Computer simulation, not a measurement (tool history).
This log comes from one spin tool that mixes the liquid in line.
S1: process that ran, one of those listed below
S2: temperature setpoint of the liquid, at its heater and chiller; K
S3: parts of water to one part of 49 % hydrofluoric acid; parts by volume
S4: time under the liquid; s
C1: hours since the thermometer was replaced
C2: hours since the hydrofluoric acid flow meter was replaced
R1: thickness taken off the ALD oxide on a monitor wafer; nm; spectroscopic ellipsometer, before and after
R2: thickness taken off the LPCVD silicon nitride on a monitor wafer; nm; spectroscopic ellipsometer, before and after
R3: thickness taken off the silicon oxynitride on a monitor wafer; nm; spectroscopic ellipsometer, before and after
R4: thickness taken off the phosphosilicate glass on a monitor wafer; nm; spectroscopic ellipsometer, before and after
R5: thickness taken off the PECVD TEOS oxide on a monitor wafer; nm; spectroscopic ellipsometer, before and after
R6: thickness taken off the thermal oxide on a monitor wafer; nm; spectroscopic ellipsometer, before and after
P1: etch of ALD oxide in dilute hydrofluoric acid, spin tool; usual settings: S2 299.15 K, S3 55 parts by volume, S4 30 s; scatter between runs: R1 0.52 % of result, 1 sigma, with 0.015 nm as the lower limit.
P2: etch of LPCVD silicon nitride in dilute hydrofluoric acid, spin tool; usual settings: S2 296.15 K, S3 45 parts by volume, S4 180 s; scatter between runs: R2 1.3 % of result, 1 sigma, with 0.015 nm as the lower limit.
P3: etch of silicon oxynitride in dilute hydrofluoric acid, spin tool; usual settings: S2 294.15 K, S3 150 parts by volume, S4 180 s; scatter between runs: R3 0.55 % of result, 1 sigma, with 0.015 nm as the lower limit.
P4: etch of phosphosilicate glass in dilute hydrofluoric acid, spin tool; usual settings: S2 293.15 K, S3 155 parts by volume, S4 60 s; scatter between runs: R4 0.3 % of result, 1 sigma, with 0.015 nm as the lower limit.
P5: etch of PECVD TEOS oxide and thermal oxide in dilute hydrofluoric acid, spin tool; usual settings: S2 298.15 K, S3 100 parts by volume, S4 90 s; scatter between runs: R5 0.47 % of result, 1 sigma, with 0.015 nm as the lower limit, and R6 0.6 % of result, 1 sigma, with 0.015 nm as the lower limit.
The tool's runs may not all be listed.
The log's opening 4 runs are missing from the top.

run	hour	S1	S2	S3	S4	C1	C2	R1	R2	R3	R4	R5	R6
5	55.6	P2	296.15	45	325	493.3	228.6		3.1133				
6	62.6	P3	299.15	150	180	500.3	235.6			6.0538			
7	76.9	P2	304.15	45	180	514.6	249.9		2.9754				
8	89.2	P2	296.15	75	180	526.9	262.2		1.0419				
9	97	P4	293.15	155	60	534.7	270				46.295		
10	107.5	P3	294.15	150	180	545.2	280.5			4.8522			
11	116.2	P1	294.15	55	30	553.9	289.2	9.3341					
12	123.9	P1	305.65	55	30	561.6	296.9	14.679					
13	133.3	P5	293.65	100	90	571	306.3					7.2429	3.664
14	142.9	P3	294.15	150	180	580.6	315.9			4.8279			
15	155.8	P1	299.15	55	30	593.5	328.8	11.444					
16	162.9	P1	299.15	55	30	600.6	335.9	11.46					
17	172.1	P1	299.15	20	30	609.8	345.1	32.736					
18	183.3	P1	299.15	100	15	621	356.3	2.9131					
19	197.4	P3	294.15	275	180	635.1	370.4			2.4422			
20	206.3	P5	298.15	100	30	644	379.3					2.884	1.4325
21	213	P4	290.15	155	60	650.7	386				41.042		
22	221.9	P1	299.15	85	30	659.6	394.9	7.0336					
23	235.2	P1	299.15	55	50	672.9	408.2	18.917					
24	245.5	P2	296.15	45	180	683.2	418.5		1.7328				
# hour 254: hydrofluoric acid flow meter replaced
25	254.5	P5	298.15	100	90	692.2	0.6					8.6982	4.3273
26	265.7	P4	293.15	155	100	703.4	11.8				77.848		
27	273	P4	293.15	35	60	710.7	19.1				235.05		
28	282.2	P1	299.15	55	15	719.9	28.3	5.6394					

Expected results for the next run?
29	289.6	P4	293.15	155	60	727.3	35.7				?		

{"run 29": {"R4": 46.472}}
